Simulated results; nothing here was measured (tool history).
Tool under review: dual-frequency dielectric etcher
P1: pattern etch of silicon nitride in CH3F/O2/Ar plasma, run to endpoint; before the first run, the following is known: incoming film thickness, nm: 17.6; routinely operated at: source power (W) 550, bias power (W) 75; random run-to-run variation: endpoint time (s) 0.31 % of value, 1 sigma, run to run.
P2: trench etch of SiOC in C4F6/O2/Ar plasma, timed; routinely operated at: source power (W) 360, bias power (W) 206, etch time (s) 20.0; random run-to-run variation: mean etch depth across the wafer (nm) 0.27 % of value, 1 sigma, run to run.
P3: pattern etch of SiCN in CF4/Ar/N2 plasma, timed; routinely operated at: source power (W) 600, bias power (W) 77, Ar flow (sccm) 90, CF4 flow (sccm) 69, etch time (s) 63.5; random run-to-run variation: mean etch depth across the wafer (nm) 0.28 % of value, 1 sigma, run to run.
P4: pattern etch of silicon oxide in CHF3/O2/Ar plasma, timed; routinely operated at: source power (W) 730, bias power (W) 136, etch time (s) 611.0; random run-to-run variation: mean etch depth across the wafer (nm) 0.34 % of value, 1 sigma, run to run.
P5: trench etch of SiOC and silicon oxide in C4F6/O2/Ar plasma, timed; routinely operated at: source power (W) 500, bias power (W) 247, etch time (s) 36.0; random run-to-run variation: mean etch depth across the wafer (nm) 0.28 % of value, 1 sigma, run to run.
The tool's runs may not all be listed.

run   hour  process that ran  source power (W)  bias power (W)  Ar flow (sccm)  CF4 flow (sccm)  etch time (s)  endpoint time (s)  mean etch depth across the wafer (nm)
  1    7.1                P1               550              75                                                             22.063
  2   19.6                P1               550              75                                                             21.957
  3   31.1                P3               480              77              90               69           63.5                                                    59.859
  4   41.3                P3               600              77              90               69           38.0                                                    43.598
  5   51.3                P3               600              77              90               69           63.5                                                    72.409
  6   59.3                P3               600              77             120               69           63.5                                                    69.269
  7   72.4                P5               500             247                                            36.0                                                    85.667
  8   80.0                P3               600              77              90               97           63.5                                                    76.118
  9   86.7                P1               550              75                                                             21.954
 10   96.3                P5               500             324                                            36.0                                                    94.224
 11  108.8                P1               550              75                                                             22.038
 12  122.9                P1               320              75                                                             27.110
 13  132.0                P5               340             247                                            36.0                                                    73.757
 14  138.9                P4               730             192                                           611.0                                                  1301.300
 15  152.7                P4               730             136                                           905.0                                                  1734.700
 16  161.4                P4               730             136                                           611.0                                                  1162.500
 17  168.7                P5               500             247                                            23.0                                                    54.433
 18  177.0                P1               750              75                                                             19.589
 19  184.6                P1               550              57                                                             24.087
 20  198.0                P3               600              60              90               69           63.5                                                    66.853
 21  208.6                P2               360             263                                            20.0                                                    45.619
 22  219.2                P3               600              77              90               69           63.5                                                    72.764
 23  231.2                P1               550              98                                                             20.116
 24  240.8                P2               360             206                                            11.0                                                    23.073
 25  255.0                P2               360             206                                            20.0                                                    41.930
 26  261.5                P4               730             136                                           611.0                                                  1157.100
 27  272.4                P1               660              53                                                             22.805
 28  285.8                P4               450             136                                           611.0                                                   957.690
 29  295.4                P2               500             206                                            20.0                                                    47.849
 30  309.7                P1               550              75                                                             22.106
 31  318.1                P1               550              75                                                             21.998
 32  324.5                P1               550              75                                                             21.805
 33  334.4                P1               550              75                                                             21.848
 34  341.7                P1               550              75                                                             21.725

Predict the results of run 35:
     346.8  -- wet clean of the chamber
 35  350.6                P1               550              75                                                                  ?

Run 35 produced endpoint time (s) 21.848.
